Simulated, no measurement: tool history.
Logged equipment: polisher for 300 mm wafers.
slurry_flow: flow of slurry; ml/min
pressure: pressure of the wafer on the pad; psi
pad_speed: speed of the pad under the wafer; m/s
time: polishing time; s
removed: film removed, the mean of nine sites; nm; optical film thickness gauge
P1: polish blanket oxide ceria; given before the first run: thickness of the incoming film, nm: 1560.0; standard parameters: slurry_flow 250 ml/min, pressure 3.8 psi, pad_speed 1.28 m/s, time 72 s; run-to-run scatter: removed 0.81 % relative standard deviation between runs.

run    day  slurry_flow  pressure  pad_speed  time  wafers polished on this pad  hours since the slurry nozzle was cleaned  hours since the head pressure was calibrated  removed
  1  0.296          250       3.8       1.28    72                          782                                      258.9                                         566.8   456.79
  2  0.475          250       3.8       0.58    72                          808                                      263.2                                         571.1   209.17
  3   0.75          380       3.8       1.66    72                          847                                      269.8                                         577.7   618.72
  4      1          250       3.8       1.28   114                          883                                      275.8                                         583.7   738.23
  5  1.238          395       3.8       1.28    72                          917                                      281.5                                         589.4   480.74
  6  1.492          250       3.8       1.28    72                          954                                      287.6                                         595.5   459.34
  7  1.633          250       3.8       1.28    72                          975                                        291                                         598.9   458.36
     1.692  -- worn pad replaced by a new one
  8    1.9          250       1.9       1.28    72                           30                                      297.4                                         605.3   234.91
  9  2.162          250       3.8       1.88    72                           67                                      303.7                                         611.6   672.66
 10  2.404          150       3.8       1.28    72                          102                                      309.5                                         617.4   435.09
 11  2.667          250       3.8       1.28    72                          140                                      315.8                                         623.7   457.23
 12  2.833          250       3.8       1.28    72                          164                                      319.8                                         627.7   457.26
 13  3.017          250       5.3       1.28    72                          191                                      324.2                                         632.1   649.81
 14  3.188          250       3.8       0.88   107                          215                                      328.3                                         636.2    470.5
 15   3.45          250       3.8       1.28    72                          253                                      334.6                                         642.5   461.51
 16  3.738          250       3.8       1.28    47                          294                                      341.5                                         649.4   302.31
 17  4.033          250       5.4       1.28    45                          337                                      348.6                                         656.5   410.32
 18  4.288          250       3.8       1.28    72                          374                                      354.7                                         662.6   464.82
 19   4.45          250       3.8       1.28    72                          397                                      358.6                                         666.5   460.47
 20  4.762          250       3.8       1.28    72                          442                                      366.1                                           674   447.41
 21   4.95          250       3.8       1.28    72                          469                                      370.6                                         678.5   444.22

What does the tool deliver on the next run?
     5.054  -- worn pad replaced by a new one
 22  5.217          250       3.8       1.28    72                           23                                        377                                         684.9        ?

removed: 441.55 nm

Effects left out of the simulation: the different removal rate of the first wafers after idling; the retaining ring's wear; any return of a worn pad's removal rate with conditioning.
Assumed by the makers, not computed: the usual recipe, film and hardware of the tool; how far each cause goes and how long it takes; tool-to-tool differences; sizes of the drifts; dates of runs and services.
